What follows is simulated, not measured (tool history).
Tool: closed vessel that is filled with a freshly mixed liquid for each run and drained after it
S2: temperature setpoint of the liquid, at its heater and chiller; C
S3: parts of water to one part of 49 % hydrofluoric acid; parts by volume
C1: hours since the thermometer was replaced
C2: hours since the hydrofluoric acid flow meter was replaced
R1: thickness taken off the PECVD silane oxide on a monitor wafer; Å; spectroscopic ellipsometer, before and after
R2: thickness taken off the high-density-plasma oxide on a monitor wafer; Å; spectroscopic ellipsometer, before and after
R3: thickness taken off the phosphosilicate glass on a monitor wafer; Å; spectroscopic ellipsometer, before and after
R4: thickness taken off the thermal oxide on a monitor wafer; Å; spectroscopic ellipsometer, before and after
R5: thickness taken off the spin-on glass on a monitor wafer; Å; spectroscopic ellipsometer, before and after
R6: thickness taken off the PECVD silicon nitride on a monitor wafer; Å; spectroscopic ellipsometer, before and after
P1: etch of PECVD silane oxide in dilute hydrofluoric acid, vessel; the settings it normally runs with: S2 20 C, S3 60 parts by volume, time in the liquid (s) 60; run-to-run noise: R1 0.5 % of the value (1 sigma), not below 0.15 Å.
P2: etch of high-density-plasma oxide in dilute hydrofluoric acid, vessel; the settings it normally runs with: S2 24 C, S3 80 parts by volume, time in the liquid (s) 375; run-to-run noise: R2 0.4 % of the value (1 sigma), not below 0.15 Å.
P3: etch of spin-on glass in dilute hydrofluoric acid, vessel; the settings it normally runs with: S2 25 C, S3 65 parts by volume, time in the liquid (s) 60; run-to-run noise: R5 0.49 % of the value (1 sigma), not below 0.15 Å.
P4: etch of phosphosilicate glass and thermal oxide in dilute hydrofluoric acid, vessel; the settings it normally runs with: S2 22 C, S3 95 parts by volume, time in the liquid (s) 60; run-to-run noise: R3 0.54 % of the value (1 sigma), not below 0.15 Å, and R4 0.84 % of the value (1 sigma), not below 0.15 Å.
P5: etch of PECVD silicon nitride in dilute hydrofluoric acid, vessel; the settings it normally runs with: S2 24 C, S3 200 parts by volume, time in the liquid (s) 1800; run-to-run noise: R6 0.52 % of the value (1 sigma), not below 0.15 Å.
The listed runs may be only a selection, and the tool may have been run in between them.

Run 1, hour 6.9: process that ran P1, S2 20 C, S3 60 parts by volume, time in the liquid (s) 60; C1 934.6; C2 1290.7. Result: R1 158.97 Å.
Run 2, hour 11: process that ran P2, S2 24 C, S3 80 parts by volume, time in the liquid (s) 30; C1 938.7; C2 1294.8. Result: R2 24.098 Å.
Run 3, hour 15.2: process that ran P2, S2 24 C, S3 80 parts by volume, time in the liquid (s) 375; C1 942.9; C2 1299. Result: R2 301.05 Å.
Run 4, hour 19.7: process that ran P4, S2 22 C, S3 20 parts by volume, time in the liquid (s) 60; C1 947.4; C2 1303.5. Result: R3 2296.1 Å, R4 156.35 Å.
Run 5, hour 28.4: process that ran P1, S2 17 C, S3 60 parts by volume, time in the liquid (s) 60; C1 956.1; C2 1312.2. Result: R1 138.37 Å.
Run 6, hour 37.1: process that ran P3, S2 25 C, S3 35 parts by volume, time in the liquid (s) 60; C1 964.8; C2 1320.9. Result: R5 927.24 Å.
Run 7, hour 42: process that ran P2, S2 24 C, S3 30 parts by volume, time in the liquid (s) 375; C1 969.7; C2 1325.8. Result: R2 854.21 Å.
Run 8, hour 46.8: process that ran P5, S2 24 C, S3 200 parts by volume, time in the liquid (s) 3120; C1 974.5; C2 1330.6. Result: R6 328.16 Å.
Run 9, hour 51.1: process that ran P5, S2 24 C, S3 200 parts by volume, time in the liquid (s) 1800; C1 978.8; C2 1334.9. Result: R6 190.29 Å.
Run 10, hour 57.9: process that ran P4, S2 22 C, S3 95 parts by volume, time in the liquid (s) 60; C1 985.6; C2 1341.7. Result: R3 445.25 Å, R4 29.741 Å.
Run 11, hour 65.5: process that ran P1, S2 20 C, S3 60 parts by volume, time in the liquid (s) 100; C1 993.2; C2 1349.3. Result: R1 262.68 Å.
Run 12, hour 71.5: process that ran P4, S2 22 C, S3 95 parts by volume, time in the liquid (s) 30; C1 999.2; C2 1355.3. Result: R3 221.38 Å, R4 15.06 Å.
Run 13, hour 78.5: process that ran P3, S2 18 C, S3 65 parts by volume, time in the liquid (s) 60; C1 1006.2; C2 1362.3. Result: R5 356.31 Å.
Run 14, hour 83: process that ran P3, S2 25 C, S3 65 parts by volume, time in the liquid (s) 60; C1 1010.7; C2 1366.8. Result: R5 478.25 Å.
Run 15, hour 88.1: process that ran P2, S2 29 C, S3 80 parts by volume, time in the liquid (s) 375; C1 1015.8; C2 1371.9. Result: R2 364.35 Å.
Run 16, hour 96.9: process that ran P1, S2 20 C, S3 60 parts by volume, time in the liquid (s) 60; C1 1024.6; C2 1380.7. Result: R1 157.12 Å.
Run 17, hour 104.5: process that ran P1, S2 20 C, S3 60 parts by volume, time in the liquid (s) 60; C1 1032.2; C2 1388.3. Result: R1 159.41 Å.
Run 18, hour 109.2: process that ran P1, S2 24.5 C, S3 100 parts by volume, time in the liquid (s) 60; C1 1036.9; C2 1393. Result: R1 108.25 Å.
Run 19, hour 116.9: process that ran P1, S2 20 C, S3 60 parts by volume, time in the liquid (s) 60; C1 1044.6; C2 1400.7. Result: R1 157.42 Å.
Run 20, hour 123.3: process that ran P5, S2 19 C, S3 200 parts by volume, time in the liquid (s) 1800; C1 1051; C2 1407.1. Result: R6 136.56 Å.
Run 21, hour 132.2: process that ran P3, S2 25 C, S3 65 parts by volume, time in the liquid (s) 30; C1 1059.9; C2 1416. Result: R5 240.36 Å.
Run 22, hour 139.9: process that ran P3, S2 25 C, S3 65 parts by volume, time in the liquid (s) 60; C1 1067.6; C2 1423.7. Result: R5 476.68 Å.
Run 23, hour 146.2: process that ran P1, S2 20 C, S3 60 parts by volume, time in the liquid (s) 60; C1 1073.9; C2 1430. Result: R1 157.97 Å.
At hour 153.6: thermometer replaced.
Run 24, hour 155: process that ran P1, S2 20 C, S3 100 parts by volume, time in the liquid (s) 60; C1 1.5; C2 1438.8. Result: R1 91.253 Å.
Run 25, hour 160.9: process that ran P1, S2 20 C, S3 60 parts by volume, time in the liquid (s) 30; C1 7.4; C2 1444.7. Result: R1 79.261 Å.
Run 26, hour 168.9: process that ran P1, S2 20 C, S3 20 parts by volume, time in the liquid (s) 60; C1 15.4; C2 1452.7. Result: R1 495.92 Å.
Run 27, hour 176.6: process that ran P1, S2 20 C, S3 40 parts by volume, time in the liquid (s) 85; C1 23.1; C2 1460.4. Result: R1 344.54 Å.
Run 28, hour 181.3: process that ran P4, S2 27 C, S3 95 parts by volume, time in the liquid (s) 60; C1 27.8; C2 1465.1. Result: R3 539.44 Å, R4 35.818 Å.

Forecast run 29:
Run 29, hour 185.5: process that ran P4, S2 22 C, S3 95 parts by volume, time in the liquid (s) 60; C1 32; C2 1469.3. Result: R3 ?, R4 ?.

{"run 29": {"R3": 447.83, "R4": 30.222}}
